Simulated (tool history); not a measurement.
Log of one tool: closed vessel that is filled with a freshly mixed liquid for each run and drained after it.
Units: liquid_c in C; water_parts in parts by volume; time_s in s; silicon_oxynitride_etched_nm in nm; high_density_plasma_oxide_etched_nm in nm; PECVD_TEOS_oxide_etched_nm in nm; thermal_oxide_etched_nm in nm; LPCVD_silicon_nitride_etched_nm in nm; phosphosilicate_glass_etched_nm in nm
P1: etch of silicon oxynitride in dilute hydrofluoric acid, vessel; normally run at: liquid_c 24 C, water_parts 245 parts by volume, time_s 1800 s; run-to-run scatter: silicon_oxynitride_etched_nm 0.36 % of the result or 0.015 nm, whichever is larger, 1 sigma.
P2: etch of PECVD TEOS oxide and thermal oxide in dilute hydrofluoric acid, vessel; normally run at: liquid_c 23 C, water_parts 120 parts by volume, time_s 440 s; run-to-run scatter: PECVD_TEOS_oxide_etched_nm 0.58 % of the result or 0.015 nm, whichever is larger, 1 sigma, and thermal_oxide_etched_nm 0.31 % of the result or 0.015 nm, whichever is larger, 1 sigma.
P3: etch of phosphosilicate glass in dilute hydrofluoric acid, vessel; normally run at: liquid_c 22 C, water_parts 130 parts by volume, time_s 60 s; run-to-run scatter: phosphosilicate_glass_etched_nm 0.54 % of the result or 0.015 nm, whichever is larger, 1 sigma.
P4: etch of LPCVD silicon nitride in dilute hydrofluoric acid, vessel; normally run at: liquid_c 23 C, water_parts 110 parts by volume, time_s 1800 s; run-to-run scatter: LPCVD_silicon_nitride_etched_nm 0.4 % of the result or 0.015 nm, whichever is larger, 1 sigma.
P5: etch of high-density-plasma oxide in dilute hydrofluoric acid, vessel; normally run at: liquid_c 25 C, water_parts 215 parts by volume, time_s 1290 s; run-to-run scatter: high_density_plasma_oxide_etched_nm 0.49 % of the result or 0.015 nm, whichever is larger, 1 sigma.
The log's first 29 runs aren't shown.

run   hour  process  liquid_c  water_parts  time_s  hours since the thermometer was replaced  hours since the hydrofluoric acid flow meter was replaced  silicon_oxynitride_etched_nm  high_density_plasma_oxide_etched_nm  PECVD_TEOS_oxide_etched_nm  thermal_oxide_etched_nm  LPCVD_silicon_nitride_etched_nm  phosphosilicate_glass_etched_nm
 30  381.4       P1        24          245    1800                                      1592                                                     2228.5                        13.653
 31  398.9       P4        23          110    1800                                    1609.5                                                       2246                                                                                                                                                   6.4777
 32  408.2       P2        17          120     440                                    1618.8                                                     2255.3                                                                                         45.454                   12.369
 33  417.3       P1        24          245    1800                                    1627.9                                                     2264.4                        13.719
 34  425.3       P1        24          245    1800                                    1635.9                                                     2272.4                        14.007
 35  437.8       P1        24          245    1800                                    1648.4                                                     2284.9                        14.361
 36  454.8       P1        24          245    1800                                    1665.4                                                     2301.9                        14.667
 37  468.1       P1        24          245    1800                                    1678.7                                                     2315.2                        14.832
 38  478.6       P1        24          245    1800                                    1689.2                                                     2325.7                        14.907
 39  492.4       P1        24          245    1800                                      1703                                                     2339.5                        15.097
 40  504.5       P1        24          245    1800                                    1715.1                                                     2351.6                        14.956
 41  514.7       P1        24          245    1800                                    1725.3                                                     2361.8                        15.194
 42  523.2       P1        24          245    1800                                    1733.8                                                     2370.3                        15.127

The next listed run, before its measurement:
 43  539.4       P1        24          245    1800                                      1750                                                     2386.5                             ?

silicon_oxynitride_etched_nm: 15.07 nm
